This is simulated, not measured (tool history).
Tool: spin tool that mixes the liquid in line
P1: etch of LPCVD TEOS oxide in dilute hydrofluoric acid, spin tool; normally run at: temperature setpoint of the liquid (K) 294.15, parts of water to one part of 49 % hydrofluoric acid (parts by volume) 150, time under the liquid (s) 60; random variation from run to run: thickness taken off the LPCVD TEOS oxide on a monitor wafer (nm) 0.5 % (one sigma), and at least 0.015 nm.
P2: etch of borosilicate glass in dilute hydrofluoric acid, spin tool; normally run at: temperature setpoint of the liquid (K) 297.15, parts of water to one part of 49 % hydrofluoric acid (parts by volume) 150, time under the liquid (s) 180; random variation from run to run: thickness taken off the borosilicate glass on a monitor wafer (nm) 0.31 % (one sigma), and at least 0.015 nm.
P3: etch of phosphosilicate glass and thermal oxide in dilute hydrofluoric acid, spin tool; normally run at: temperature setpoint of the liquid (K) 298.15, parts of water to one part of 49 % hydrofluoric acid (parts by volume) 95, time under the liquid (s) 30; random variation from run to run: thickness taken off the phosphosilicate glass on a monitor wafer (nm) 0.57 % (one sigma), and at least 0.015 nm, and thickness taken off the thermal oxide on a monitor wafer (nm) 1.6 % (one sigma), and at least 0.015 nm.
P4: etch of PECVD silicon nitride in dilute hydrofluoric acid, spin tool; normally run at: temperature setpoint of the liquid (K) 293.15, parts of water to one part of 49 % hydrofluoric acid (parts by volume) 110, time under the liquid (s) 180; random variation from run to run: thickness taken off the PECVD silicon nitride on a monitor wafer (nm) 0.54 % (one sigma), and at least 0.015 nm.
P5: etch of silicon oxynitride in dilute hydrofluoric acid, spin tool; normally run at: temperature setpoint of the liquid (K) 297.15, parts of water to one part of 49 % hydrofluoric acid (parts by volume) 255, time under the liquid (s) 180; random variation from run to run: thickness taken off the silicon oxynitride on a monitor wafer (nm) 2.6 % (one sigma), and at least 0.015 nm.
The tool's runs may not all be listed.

run    day  process that ran  temperature setpoint of the liquid (K)  parts of water to one part of 49 % hydrofluoric acid (parts by volume)  time under the liquid (s)  hours since the thermometer was replaced  hours since the hydrofluoric acid flow meter was replaced  thickness taken off the LPCVD TEOS oxide on a monitor wafer (nm)  thickness taken off the silicon oxynitride on a monitor wafer (nm)  thickness taken off the phosphosilicate glass on a monitor wafer (nm)  thickness taken off the thermal oxide on a monitor wafer (nm)  thickness taken off the borosilicate glass on a monitor wafer (nm)  thickness taken off the PECVD silicon nitride on a monitor wafer (nm)
  1  0.192                P1                                  294.15                                                                     150                         60                                     164.8                                                      483.2                                                            9.2928
  2  0.462                P1                                  300.15                                                                     150                         60                                     171.3                                                      489.7                                                           11.8020
  3  0.629                P1                                  290.15                                                                     150                         60                                     175.3                                                      493.7                                                            8.0154
  4  0.792                P5                                  297.15                                                                     470                        180                                     179.2                                                      497.6                                                                                                                               0.48655
  5  1.088                P3                                  298.15                                                                      95                         30                                     186.3                                                      504.7                                                                                                                                                                                                       51.416                                                        1.48900
  6  1.354                P5                                  297.15                                                                     255                         20                                     192.7                                                      511.1                                                                                                                               0.14238
  7  1.625                P2                                  290.65                                                                     150                        180                                     199.2                                                      517.6                                                                                                                                                                                                                                                                                                                                          16.149
  8  1.846                P1                                  294.15                                                                     150                         60                                     204.5                                                      522.9                                                            9.4111
  9  2.096                P1                                  294.15                                                                     150                         60                                     210.5                                                      528.9                                                            9.3567
 10  2.321                P4                                  293.15                                                                     110                         15                                     215.9                                                      534.3                                                                                                                                                                                                                                                                                                                                                                                                                0.57499
 11  2.550                P1                                  294.15                                                                     150                        110                                     221.4                                                      539.8                                                           17.2180
 12  2.738                P2                                  297.15                                                                     150                        295                                     225.9                                                      544.3                                                                                                                                                                                                                                                                                                                                          34.056
 13  3.012                P1                                  294.15                                                                     150                         15                                     232.5                                                      550.9                                                            2.3403
 14  3.175                P1                                  294.15                                                                     150                         60                                     236.4                                                      554.8                                                            9.3840
 15  3.346                P1                                  294.15                                                                     210                         60                                     240.5                                                      558.9                                                            6.3004
 16  3.658                P5                                  297.15                                                                     255                        180                                     248.0                                                      566.4                                                                                                                               1.02670
 17  4.008                P3                                  298.15                                                                     165                         30                                     256.4                                                      574.8                                                                                                                                                                                                       27.189                                                        0.78429
 18  4.258                P1                                  294.15                                                                      60                         60                                     262.4                                                      580.8                                                           26.0300
 19  4.521                P4                                  293.15                                                                     110                        180                                     268.7                                                      587.1                                                                                                                                                                                                                                                                                                                                                                                                                6.95500
 20  4.817                P4                                  290.15                                                                     110                        180                                     275.8                                                      594.2                                                                                                                                                                                                                                                                                                                                                                                                                5.72020
 21  5.054                P1                                  294.15                                                                     150                         60                                     281.5                                                      599.9                                                            9.3420
 22  5.229                P1                                  294.15                                                                     150                         60                                     285.7                                                      604.1                                                            9.4134
 23  5.421                P3                                  298.15                                                                      95                         50                                     290.3                                                      608.7                                                                                                                                                                                                       84.917                                                        2.47830
 24  5.608                P2                                  297.15                                                                     150                        180                                     294.8                                                      613.2                                                                                                                                                                                                                                                                                                                                          20.905

Run 25 comes next. What will it give?
 25  5.804                P1                                  294.15                                                                     150                         60                                     299.5                                                      617.9                                                                 ?

{"run 25": {"thickness taken off the LPCVD TEOS oxide on a monitor wafer (nm)": 9.2471}}

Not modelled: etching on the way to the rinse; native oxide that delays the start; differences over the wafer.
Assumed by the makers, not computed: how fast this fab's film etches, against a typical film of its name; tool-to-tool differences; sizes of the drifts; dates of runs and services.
